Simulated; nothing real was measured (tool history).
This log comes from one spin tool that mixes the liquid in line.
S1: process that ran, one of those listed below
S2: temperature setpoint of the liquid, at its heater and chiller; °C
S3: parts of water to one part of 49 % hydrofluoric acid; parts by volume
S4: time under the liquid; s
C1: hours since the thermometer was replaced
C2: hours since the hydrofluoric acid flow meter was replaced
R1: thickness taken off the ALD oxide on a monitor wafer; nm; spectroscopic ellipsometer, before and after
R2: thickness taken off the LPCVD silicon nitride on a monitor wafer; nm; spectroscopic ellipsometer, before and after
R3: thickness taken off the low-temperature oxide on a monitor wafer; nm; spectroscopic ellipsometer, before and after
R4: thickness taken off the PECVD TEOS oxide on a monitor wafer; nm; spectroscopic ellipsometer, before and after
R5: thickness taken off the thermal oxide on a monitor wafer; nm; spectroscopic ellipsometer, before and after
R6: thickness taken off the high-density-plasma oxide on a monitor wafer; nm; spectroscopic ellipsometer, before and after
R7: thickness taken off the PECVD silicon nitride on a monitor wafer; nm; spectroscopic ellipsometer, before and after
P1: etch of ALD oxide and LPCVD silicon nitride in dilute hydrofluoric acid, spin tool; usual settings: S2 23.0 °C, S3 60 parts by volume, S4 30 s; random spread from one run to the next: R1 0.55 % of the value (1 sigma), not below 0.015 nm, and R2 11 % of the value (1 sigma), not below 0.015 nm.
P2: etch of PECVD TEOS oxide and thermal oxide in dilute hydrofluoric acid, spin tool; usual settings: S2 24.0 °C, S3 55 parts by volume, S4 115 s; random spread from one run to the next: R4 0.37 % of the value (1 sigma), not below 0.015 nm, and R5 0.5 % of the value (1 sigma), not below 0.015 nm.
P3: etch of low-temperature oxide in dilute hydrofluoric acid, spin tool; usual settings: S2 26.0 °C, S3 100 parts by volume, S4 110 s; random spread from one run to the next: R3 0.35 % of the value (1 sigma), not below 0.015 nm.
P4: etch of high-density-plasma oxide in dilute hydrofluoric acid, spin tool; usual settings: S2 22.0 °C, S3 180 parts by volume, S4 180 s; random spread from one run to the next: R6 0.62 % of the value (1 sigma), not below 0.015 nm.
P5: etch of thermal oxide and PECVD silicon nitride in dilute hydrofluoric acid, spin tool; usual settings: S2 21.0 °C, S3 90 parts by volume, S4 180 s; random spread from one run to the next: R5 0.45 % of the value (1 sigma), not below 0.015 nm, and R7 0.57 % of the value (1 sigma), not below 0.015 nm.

| run | hour | S1 | S2 | S3 | S4 | C1 | C2 | R1 | R2 | R3 | R4 | R5 | R6 | R7 |
|---|---|---|---|---|---|---|---|---|---|---|---|---|---|---|
| 1 | 11.6 | P1 | 23.0 | 60 | 30 | 990.7 | 188.7 | 16.7110 | 0.228180 |  |  |  |  |  |
| 2 | 26.5 | P1 | 17.0 | 60 | 30 | 1005.6 | 203.6 | 13.0330 | 0.135340 |  |  |  |  |  |
| 3 | 36.3 | P3 | 26.0 | 45 | 110 | 1015.4 | 213.4 |  |  | 77.916 |  |  |  |  |
| 4 | 46.2 | P2 | 24.0 | 20 | 115 | 1025.3 | 223.3 |  |  |  | 56.1700 | 29.4300 |  |  |
| 5 | 61.6 | P1 | 23.0 | 60 | 30 | 1040.7 | 238.7 | 16.6630 | 0.210830 |  |  |  |  |  |
| 6 | 73.5 | P1 | 23.0 | 60 | 30 | 1052.6 | 250.6 | 16.8160 | 0.219320 |  |  |  |  |  |
| 7 | 84.5 | P1 | 23.0 | 90 | 55 | 1063.6 | 261.6 | 19.6770 | 0.249840 |  |  |  |  |  |
| 8 | 101.5 | P3 | 26.0 | 100 | 205 | 1080.6 | 278.6 |  |  | 60.620 |  |  |  |  |
| 9 | 117.2 | P1 | 23.0 | 60 | 15 | 1096.3 | 294.3 | 8.3288 | 0.141570 |  |  |  |  |  |
| 10 | 131.0 | P1 | 28.0 | 105 | 30 | 1110.1 | 308.1 | 10.8610 | 0.155560 |  |  |  |  |  |
| 11 | 145.2 | P2 | 24.0 | 55 | 115 | 1124.3 | 322.3 |  |  |  | 19.4420 | 10.2050 |  |  |
| 12 | 159.4 | P3 | 19.0 | 100 | 110 | 1138.5 | 336.5 |  |  | 24.615 |  |  |  |  |
| 13 | 170.6 | P2 | 24.0 | 55 | 115 | 1149.7 | 347.7 |  |  |  | 19.5310 | 10.2060 |  |  |
| 14 | 186.5 | P4 | 17.0 | 180 | 180 | 1165.6 | 363.6 |  |  |  |  |  | 3.5690 |  |
| 15 | 200.4 | P1 | 23.0 | 60 | 30 | 1179.5 | 377.5 | 16.7180 | 0.207300 |  |  |  |  |  |
| 16 | 208.7 | P1 | 23.0 | 60 | 55 | 1187.8 | 385.8 | 30.9170 | 0.443170 |  |  |  |  |  |
| 17 | 218.8 | P4 | 22.0 | 320 | 180 | 1197.9 | 395.9 |  |  |  |  |  | 2.1506 |  |
| 18 | 235.7 | P3 | 26.0 | 100 | 110 | 1214.8 | 412.8 |  |  | 32.581 |  |  |  |  |
| 19 | 244.9 | P1 | 29.5 | 60 | 30 | 1224.0 | 422.0 | 21.5760 | 0.293410 |  |  |  |  |  |
| 20 | 254.1 | P5 | 21.0 | 90 | 180 | 1233.2 | 431.2 |  |  |  |  | 8.4484 |  | 4.09350 |
| 21 | 271.1 | P5 | 17.0 | 90 | 180 | 1250.2 | 448.2 |  |  |  |  | 7.1885 |  | 3.13560 |
| 22 | 280.9 | P1 | 19.0 | 60 | 55 | 1260.0 | 458.0 | 25.8150 | 0.308670 |  |  |  |  |  |
| 23 | 293.3 | P4 | 22.0 | 180 | 180 | 1272.4 | 470.4 |  |  |  |  |  | 4.3145 |  |
| 24 | 302.5 | P1 | 23.0 | 60 | 30 | 1281.6 | 479.6 | 16.7600 | 0.219390 |  |  |  |  |  |
| 25 | 314.9 | P1 | 23.0 | 105 | 30 | 1294.0 | 492.0 | 9.0307 | 0.098786 |  |  |  |  |  |
| 26 | 331.3 | P2 | 24.0 | 55 | 15 | 1310.4 | 508.4 |  |  |  | 2.5681 | 1.3487 |  |  |
| 27 | 348.0 | P2 | 29.0 | 55 | 115 | 1327.1 | 525.1 |  |  |  | 23.7220 | 12.5170 |  |  |

The next listed run, before its measurement:
| 28 | 365.0 | P5 | 21.0 | 90 | 25 | 1344.1 | 542.1 |  |  |  |  | ? |  | ? |

{"run 28": {"R5": 1.1575, "R7": 0.56116}}
